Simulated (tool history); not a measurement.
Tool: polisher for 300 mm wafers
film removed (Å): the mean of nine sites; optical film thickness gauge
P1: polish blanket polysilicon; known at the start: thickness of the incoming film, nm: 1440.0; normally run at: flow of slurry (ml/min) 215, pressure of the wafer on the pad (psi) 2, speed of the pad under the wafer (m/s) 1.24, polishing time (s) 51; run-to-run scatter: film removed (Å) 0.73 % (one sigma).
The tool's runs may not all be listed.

run,day,flow of slurry (ml/min),pressure of the wafer on the pad (psi),speed of the pad under the wafer (m/s),polishing time (s),wafers polished on this pad,hours since the slurry nozzle was cleaned,hours since the head pressure was calibrated,film removed (Å)
1,0.329,215,2,1.24,51,612,325.9,334.2,3518.8
2,0.688,215,2,0.62,51,692,334.5,342.8,1751
3,1.096,215,3,1.24,51,782,344.3,352.6,5276.9
4,1.475,315,2,1.24,51,866,353.4,361.7,3676.9
5,1.925,215,1.2,0.7,51,966,364.2,372.5,1191.3
6,2.208,215,2,1.24,76,1028,371,379.3,5237.2
7,2.762,130,2,1.24,51,1151,384.3,392.6,3257.7
8,3.075,215,2,1.96,51,1221,391.8,400.1,5580.5
9,3.525,215,2,1.24,51,1320,402.6,410.9,3513.4
10,3.858,215,2,1.24,51,1394,410.6,418.9,3475.3
11,4.429,215,2,1.24,23,1521,424.3,432.6,1577
12,4.912,215,2,1.24,51,1628,435.9,444.2,3530.6
13,5.371,215,1,1.24,51,1729,446.9,455.2,1742.3
14,5.954,215,2,1.24,51,1858,460.9,469.2,3552
15,6.429,215,2,1.24,51,1964,472.3,480.6,3419.6
16,6.996,215,2,1.24,51,2089,485.9,494.2,3375
# day 7.117: head pressure recalibrated
17,7.283,215,2,1.24,51,2153,492.8,4.1,3342.8
18,7.667,215,2,1.24,51,2238,502,13.3,3274.9
19,8.058,215,2,1.24,51,2325,511.4,22.7,3269.5

Run 20 comes next. What will it give?
20,8.467,215,2,1.24,51,2415,521.2,32.5,?

{"run 20": {"film removed (Å)": 3302.2}}
